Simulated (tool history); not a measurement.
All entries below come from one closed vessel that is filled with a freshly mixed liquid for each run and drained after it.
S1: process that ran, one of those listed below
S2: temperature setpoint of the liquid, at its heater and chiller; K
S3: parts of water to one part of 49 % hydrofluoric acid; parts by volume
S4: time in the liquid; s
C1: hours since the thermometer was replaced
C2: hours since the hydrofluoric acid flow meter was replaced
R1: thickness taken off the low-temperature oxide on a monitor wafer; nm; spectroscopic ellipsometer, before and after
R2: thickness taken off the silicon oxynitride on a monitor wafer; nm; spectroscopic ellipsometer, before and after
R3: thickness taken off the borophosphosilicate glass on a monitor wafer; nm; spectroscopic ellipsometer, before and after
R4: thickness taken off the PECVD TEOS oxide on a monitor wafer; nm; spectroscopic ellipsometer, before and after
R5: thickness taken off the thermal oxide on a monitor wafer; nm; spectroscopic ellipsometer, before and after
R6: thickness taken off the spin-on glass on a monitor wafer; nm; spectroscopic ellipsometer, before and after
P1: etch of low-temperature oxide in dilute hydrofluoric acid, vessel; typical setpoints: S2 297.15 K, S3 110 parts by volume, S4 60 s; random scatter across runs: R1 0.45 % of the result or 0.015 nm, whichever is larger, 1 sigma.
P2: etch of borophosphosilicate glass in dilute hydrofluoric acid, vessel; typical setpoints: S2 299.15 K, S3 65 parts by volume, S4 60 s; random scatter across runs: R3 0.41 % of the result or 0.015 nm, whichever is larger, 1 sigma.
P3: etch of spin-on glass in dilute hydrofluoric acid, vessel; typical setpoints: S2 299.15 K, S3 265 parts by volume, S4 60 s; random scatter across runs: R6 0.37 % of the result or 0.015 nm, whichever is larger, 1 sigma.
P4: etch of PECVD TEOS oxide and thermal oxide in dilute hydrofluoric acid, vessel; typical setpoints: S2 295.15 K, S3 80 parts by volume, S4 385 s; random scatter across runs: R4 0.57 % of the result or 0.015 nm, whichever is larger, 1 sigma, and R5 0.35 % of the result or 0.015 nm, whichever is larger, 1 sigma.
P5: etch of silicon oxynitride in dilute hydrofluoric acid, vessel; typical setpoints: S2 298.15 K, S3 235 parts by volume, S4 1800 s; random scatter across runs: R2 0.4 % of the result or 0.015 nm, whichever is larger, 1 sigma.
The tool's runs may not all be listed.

Run 1, hour 14.3: S1 P1, S2 297.15 K, S3 110 parts by volume, S4 60 s; C1 1154.8; C2 330.8. Result: R1 5.6518 nm.
Run 2, hour 24.8: S1 P5, S2 298.15 K, S3 235 parts by volume, S4 515 s; C1 1165.3; C2 341.3. Result: R2 9.8278 nm.
Run 3, hour 32.3: S1 P1, S2 297.15 K, S3 110 parts by volume, S4 60 s; C1 1172.8; C2 348.8. Result: R1 5.6316 nm.
Run 4, hour 43.1: S1 P2, S2 306.15 K, S3 65 parts by volume, S4 60 s; C1 1183.6; C2 359.6. Result: R3 48.988 nm.
Run 5, hour 54.4: S1 P1, S2 297.15 K, S3 110 parts by volume, S4 60 s; C1 1194.9; C2 370.9. Result: R1 5.6810 nm.
Run 6, hour 69.5: S1 P4, S2 295.15 K, S3 80 parts by volume, S4 130 s; C1 1210.0; C2 386.0. Result: R4 19.021 nm, R5 7.2898 nm.
Run 7, hour 77.8: S1 P1, S2 297.15 K, S3 110 parts by volume, S4 105 s; C1 1218.3; C2 394.3. Result: R1 9.9695 nm.
Run 8, hour 86.4: S1 P5, S2 298.15 K, S3 235 parts by volume, S4 1800 s; C1 1226.9; C2 402.9. Result: R2 34.6400 nm.
At hour 86.6: thermometer replaced.
Run 9, hour 99.8: S1 P1, S2 302.65 K, S3 185 parts by volume, S4 60 s; C1 13.2; C2 416.3. Result: R1 3.7490 nm.
Run 10, hour 112.1: S1 P1, S2 297.15 K, S3 110 parts by volume, S4 30 s; C1 25.5; C2 428.6. Result: R1 2.8193 nm.
Run 11, hour 124.0: S1 P1, S2 293.15 K, S3 110 parts by volume, S4 60 s; C1 37.4; C2 440.5. Result: R1 4.8053 nm.
Run 12, hour 135.7: S1 P1, S2 297.15 K, S3 60 parts by volume, S4 60 s; C1 49.1; C2 452.2. Result: R1 11.0960 nm.
Run 13, hour 150.8: S1 P5, S2 290.65 K, S3 235 parts by volume, S4 1800 s; C1 64.2; C2 467.3. Result: R2 24.4220 nm.
Run 14, hour 160.4: S1 P3, S2 299.15 K, S3 265 parts by volume, S4 115 s; C1 73.8; C2 476.9. Result: R6 13.7520 nm.
Run 15, hour 170.2: S1 P1, S2 297.15 K, S3 110 parts by volume, S4 60 s; C1 83.6; C2 486.7. Result: R1 5.6493 nm.
Run 16, hour 184.5: S1 P4, S2 295.15 K, S3 80 parts by volume, S4 385 s; C1 97.9; C2 501.0. Result: R4 56.618 nm, R5 21.7350 nm.
Run 17, hour 196.0: S1 P4, S2 295.15 K, S3 80 parts by volume, S4 385 s; C1 109.4; C2 512.5. Result: R4 56.082 nm, R5 21.6460 nm.
Run 18, hour 208.1: S1 P2, S2 299.15 K, S3 65 parts by volume, S4 60 s; C1 121.5; C2 524.6. Result: R3 37.249 nm.
Run 19, hour 221.2: S1 P1, S2 303.65 K, S3 110 parts by volume, S4 60 s; C1 134.6; C2 537.7. Result: R1 7.2785 nm.

Run 20, settings as shown, results not yet in. Your forecast:
Run 20, hour 234.7: S1 P3, S2 299.15 K, S3 395 parts by volume, S4 60 s; C1 148.1; C2 551.2. Result: R6 ?.

Run 20 gave R6 4.2073 nm.
